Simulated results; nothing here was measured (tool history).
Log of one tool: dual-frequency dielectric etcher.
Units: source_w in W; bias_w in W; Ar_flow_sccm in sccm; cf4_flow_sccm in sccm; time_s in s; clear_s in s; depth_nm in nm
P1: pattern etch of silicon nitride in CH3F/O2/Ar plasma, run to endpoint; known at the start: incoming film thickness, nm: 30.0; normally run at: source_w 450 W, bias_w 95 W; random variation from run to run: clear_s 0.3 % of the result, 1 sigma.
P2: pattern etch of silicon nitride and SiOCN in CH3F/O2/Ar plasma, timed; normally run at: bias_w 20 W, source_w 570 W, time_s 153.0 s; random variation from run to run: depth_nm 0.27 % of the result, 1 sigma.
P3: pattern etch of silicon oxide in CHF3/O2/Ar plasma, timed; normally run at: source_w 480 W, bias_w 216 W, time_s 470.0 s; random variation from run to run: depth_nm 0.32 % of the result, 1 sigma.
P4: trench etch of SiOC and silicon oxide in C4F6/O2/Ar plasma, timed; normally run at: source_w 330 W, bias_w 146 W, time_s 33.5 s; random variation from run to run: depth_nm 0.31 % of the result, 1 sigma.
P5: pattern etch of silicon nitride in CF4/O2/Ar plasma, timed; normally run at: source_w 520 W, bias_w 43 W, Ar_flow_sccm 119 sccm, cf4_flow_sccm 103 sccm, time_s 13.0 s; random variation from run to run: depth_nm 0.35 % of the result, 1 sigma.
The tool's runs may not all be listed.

run,hour,process,source_w,bias_w,Ar_flow_sccm,cf4_flow_sccm,time_s,clear_s,depth_nm
1,9.7,P1,450,95,,,,37.123,
2,20.0,P5,520,28,119,103,13.0,,20.321
3,24.5,P1,620,95,,,,32.971,
4,33.2,P1,450,95,,,,37.344,
5,39.3,P1,450,95,,,,37.169,
6,48.6,P3,480,216,,,470.0,,947.130
7,54.0,P2,570,20,,,153.0,,22.014
8,64.0,P4,330,146,,,33.5,,56.263
9,69.0,P1,450,70,,,,41.431,
10,77.1,P1,450,117,,,,34.534,
11,86.7,P1,570,63,,,,38.906,
12,91.6,P3,480,166,,,470.0,,872.480
13,96.6,P5,520,43,91,103,13.0,,24.368
14,105.9,P3,370,216,,,470.0,,861.850
15,115.1,P5,520,43,119,130,13.0,,24.290
16,119.9,P3,480,216,,,650.5,,1315.400
17,128.5,P1,450,95,,,,37.246,
18,134.2,P1,450,95,,,,37.323,
19,140.7,P5,520,43,119,103,19.5,,35.365
20,145.5,P2,570,20,,,85.0,,12.250
21,150.3,P1,280,67,,,,50.417,
22,159.4,P1,350,95,,,,40.911,

Run 23 comes next. What will it give?
23,167.2,P5,700,43,119,103,13.0,,?

depth_nm: 30.430 nm
